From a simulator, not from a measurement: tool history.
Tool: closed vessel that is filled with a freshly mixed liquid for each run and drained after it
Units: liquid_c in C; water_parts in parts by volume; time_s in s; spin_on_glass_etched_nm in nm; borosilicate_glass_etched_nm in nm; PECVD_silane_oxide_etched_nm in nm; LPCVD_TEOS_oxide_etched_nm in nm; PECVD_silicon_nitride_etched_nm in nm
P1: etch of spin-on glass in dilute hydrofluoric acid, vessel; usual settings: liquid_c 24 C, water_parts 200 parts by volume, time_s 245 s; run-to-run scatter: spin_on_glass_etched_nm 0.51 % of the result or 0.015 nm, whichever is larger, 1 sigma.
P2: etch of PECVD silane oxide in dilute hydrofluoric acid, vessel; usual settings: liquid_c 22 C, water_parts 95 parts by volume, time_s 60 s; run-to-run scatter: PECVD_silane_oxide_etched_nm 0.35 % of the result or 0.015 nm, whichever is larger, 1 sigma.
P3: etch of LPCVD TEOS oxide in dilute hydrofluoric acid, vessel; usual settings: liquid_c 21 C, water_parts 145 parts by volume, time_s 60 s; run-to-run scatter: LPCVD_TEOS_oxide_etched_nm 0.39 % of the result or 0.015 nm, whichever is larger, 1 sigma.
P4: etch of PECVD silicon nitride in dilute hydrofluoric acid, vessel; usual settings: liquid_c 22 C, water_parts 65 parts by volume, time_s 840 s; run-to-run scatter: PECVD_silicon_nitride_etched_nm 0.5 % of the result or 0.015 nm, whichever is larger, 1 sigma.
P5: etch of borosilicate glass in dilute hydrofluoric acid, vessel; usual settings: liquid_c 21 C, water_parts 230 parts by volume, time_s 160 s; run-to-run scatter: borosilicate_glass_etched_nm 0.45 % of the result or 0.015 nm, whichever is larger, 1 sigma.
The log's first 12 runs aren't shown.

run,hour,process,liquid_c,water_parts,time_s,hours since the thermometer was replaced,hours since the hydrofluoric acid flow meter was replaced,spin_on_glass_etched_nm,borosilicate_glass_etched_nm,PECVD_silane_oxide_etched_nm,LPCVD_TEOS_oxide_etched_nm,PECVD_silicon_nitride_etched_nm
13,51.7,P1,32,200,245,514.6,991.3,33.76,,,,
14,55.2,P1,24,200,245,518.1,994.8,25.149,,,,
15,59.9,P3,21,145,30,522.8,999.5,,,,6.7598,
16,64.6,P1,24,200,245,527.5,1004.2,25.488,,,,
17,69.6,P1,24,200,245,532.5,1009.2,25.551,,,,
18,72.5,P1,19,200,245,535.4,1012.1,21.066,,,,
19,75.4,P5,17,230,160,538.3,1015,,19.575,,,
20,78.6,P1,24,200,360,541.5,1018.2,37.239,,,,
21,82.1,P2,22,95,30,545,1021.7,,,7.3274,,
22,85.8,P1,30,200,30,548.7,1025.4,3.8789,,,,
23,91.1,P5,21,230,30,554,1030.7,,4.2631,,,
24,94.2,P4,22,20,840,557.1,1033.8,,,,,58.905
25,97.6,P5,21,330,160,560.5,1037.2,,14.534,,,
26,101,P4,22,65,840,563.9,1040.6,,,,,19.073
27,103.6,P4,29,65,840,566.5,1043.2,,,,,30.023
28,106.9,P2,22,165,60,569.8,1046.5,,,7.727,,
29,112.3,P1,31,200,350,575.2,1051.9,46.347,,,,
30,117.3,P3,28,145,60,580.2,1056.9,,,,17.729,
31,121.1,P4,22,65,1625,584,1060.7,,,,,36.251
32,126,P1,24,200,245,588.9,1065.6,25.287,,,,
33,130.8,P1,24,200,245,593.7,1070.4,26.533,,,,
34,135.5,P1,24,200,245,598.4,1075.1,27.109,,,,
35,140.1,P1,24,200,245,603,1079.7,27.518,,,,
36,143.5,P1,24,200,245,606.4,1083.1,27.618,,,,

The next listed run, before its measurement:
37,147.3,P1,24,200,245,610.2,1086.9,?,,,,

{"run 37": {"spin_on_glass_etched_nm": 27.417}}
